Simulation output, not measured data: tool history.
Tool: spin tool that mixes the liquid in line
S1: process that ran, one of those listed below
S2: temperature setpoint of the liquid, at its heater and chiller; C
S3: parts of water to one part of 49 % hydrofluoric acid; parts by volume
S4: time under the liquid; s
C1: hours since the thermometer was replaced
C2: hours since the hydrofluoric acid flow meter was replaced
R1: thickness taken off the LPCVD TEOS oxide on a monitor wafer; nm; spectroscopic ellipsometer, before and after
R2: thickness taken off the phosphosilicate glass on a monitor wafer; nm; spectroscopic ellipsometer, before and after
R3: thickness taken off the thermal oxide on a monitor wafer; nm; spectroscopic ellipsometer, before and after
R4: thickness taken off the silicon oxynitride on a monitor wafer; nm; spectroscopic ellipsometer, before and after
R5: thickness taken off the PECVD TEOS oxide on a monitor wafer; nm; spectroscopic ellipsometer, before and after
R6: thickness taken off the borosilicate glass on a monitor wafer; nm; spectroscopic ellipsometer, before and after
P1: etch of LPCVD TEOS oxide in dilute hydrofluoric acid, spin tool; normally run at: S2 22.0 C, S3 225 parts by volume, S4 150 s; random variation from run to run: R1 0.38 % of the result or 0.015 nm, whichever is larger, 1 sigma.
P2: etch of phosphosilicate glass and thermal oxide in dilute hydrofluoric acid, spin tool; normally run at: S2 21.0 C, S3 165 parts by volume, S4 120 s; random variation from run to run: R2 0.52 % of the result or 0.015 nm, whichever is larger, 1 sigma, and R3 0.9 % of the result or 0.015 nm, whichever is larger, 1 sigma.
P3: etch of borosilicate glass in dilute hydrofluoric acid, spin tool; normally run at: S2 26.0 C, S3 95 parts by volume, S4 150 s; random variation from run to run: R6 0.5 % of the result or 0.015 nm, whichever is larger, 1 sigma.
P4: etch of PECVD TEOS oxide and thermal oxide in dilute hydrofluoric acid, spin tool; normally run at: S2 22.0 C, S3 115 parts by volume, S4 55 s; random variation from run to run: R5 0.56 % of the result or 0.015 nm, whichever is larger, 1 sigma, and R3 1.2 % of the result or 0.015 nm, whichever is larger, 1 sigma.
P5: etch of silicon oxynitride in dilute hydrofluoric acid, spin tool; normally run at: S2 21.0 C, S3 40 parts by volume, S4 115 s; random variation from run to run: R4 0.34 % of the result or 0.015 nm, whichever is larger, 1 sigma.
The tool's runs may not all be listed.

run	hour	S1	S2	S3	S4	C1	C2	R1	R2	R3	R4	R5	R6
1	5.3	P1	22.0	225	150	1313.8	551.0	28.406					
2	14.6	P2	28.0	165	120	1323.1	560.3		67.743	3.5381			
3	21.5	P2	21.0	245	120	1330.0	567.2		32.847	1.7061			
4	32.5	P5	21.0	40	115	1341.0	578.2				11.7700		
5	41.8	P4	22.0	115	55	1350.3	587.5			2.0580		11.6950	
6	46.6	P4	26.5	115	55	1355.1	592.3			2.4246		14.0550	
7	54.3	P1	22.0	225	150	1362.8	600.0	28.304					
8	63.6	P1	22.0	225	40	1372.1	609.3	7.563					
9	69.2	P2	21.0	165	120	1377.7	614.9		52.352	2.7189			
10	78.6	P3	18.0	95	150	1387.1	624.3						23.796
# hour 80.3: hydrofluoric acid flow meter replaced
11	86.9	P5	21.0	65	115	1395.4	6.6				7.1302		
12	96.8	P1	22.0	225	150	1405.3	16.5	28.265					
13	107.6	P2	21.0	165	120	1416.1	27.3		52.015	2.7566			
14	116.3	P1	22.0	355	150	1424.8	36.0	15.898					
15	122.2	P1	22.0	135	150	1430.7	41.9	52.049					
# hour 131.1: thermometer replaced
16	132.8	P5	21.0	40	170	1.7	52.5				17.5400		
17	141.0	P3	26.0	95	65	9.9	60.7						14.275
18	146.5	P1	22.0	300	215	15.4	66.2	28.478					
19	152.5	P1	22.0	225	260	21.4	72.2	49.421					
20	160.0	P1	22.0	225	150	28.9	79.7	28.376					
21	166.7	P4	22.0	185	55	35.6	86.4			1.2081		6.8735	
22	173.9	P2	21.0	165	170	42.8	93.6		74.258	3.9431			
23	179.6	P4	22.0	115	95	48.5	99.3			3.6546		20.4060	
24	189.0	P1	22.0	140	40	57.9	108.7	13.257					
25	199.0	P1	17.0	225	150	67.9	118.7	23.379					
26	207.9	P5	26.0	40	115	76.8	127.6				15.1100		
27	218.3	P3	26.0	140	150	87.2	138.0						21.061
28	226.6	P3	26.0	95	150	95.5	146.3						32.990
29	235.8	P5	21.0	40	115	104.7	155.5				11.8280		
30	245.7	P1	26.0	225	150	114.6	165.4	32.738					
31	256.4	P1	22.0	225	150	125.3	176.1	28.208					
32	264.6	P1	22.0	225	150	133.5	184.3	27.329					
33	272.9	P1	22.0	225	150	141.8	192.6	26.834					
34	280.0	P1	22.0	225	150	148.9	199.7	26.723					
35	286.9	P1	22.0	225	150	155.8	206.6	26.328					
36	292.4	P1	22.0	225	150	161.3	212.1	26.010					
37	302.8	P1	22.0	225	150	171.7	222.5	25.925					
38	311.5	P1	22.0	225	150	180.4	231.2	26.108					
39	319.9	P1	22.0	225	150	188.8	239.6	25.898					
40	326.3	P1	22.0	225	150	195.2	246.0	25.902					

What P1 gives has crept away from where it was. These 2 causes fit the log equally well, each at the size given:
A: hydrofluoric acid flow below the setpoint (%) = 7.09
B: liquid colder than its thermometer reads (K) = 2.41
The creep began at about hour 256.4.

4 check runs are offered, one wafer each, their results left as question marks. Which one tells the causes apart?
check 1	332.7	P5	21.0	40	115						?		
check 2	332.7	P4	22.0	115	55					?		?	
check 3	332.7	P2	21.0	165	120				?	?			
check 4	332.7	P3	26.0	95	150								?

What each check would give under each cause:
check	result	if A	if B
check 1	R4	10.9540	10.4550
check 2	R3	1.8925	1.8667
check 2	R5	10.8210	10.6740
check 3	R2	47.931	47.519
check 3	R3	2.5269	2.5052
check 4	R6	30.445	30.075
How far apart the two closest causes lie, in the result that separates them most: check 1 4.66 %; check 2 1.38 %; check 3 0.86 %; check 4 1.22 %
Only check 1 tells the causes apart: in the others they would give nearly the same result.

Check 1 was then run and gave: R4 10.4430 nm. Which cause is it?

It is B: liquid colder than its thermometer reads (K).
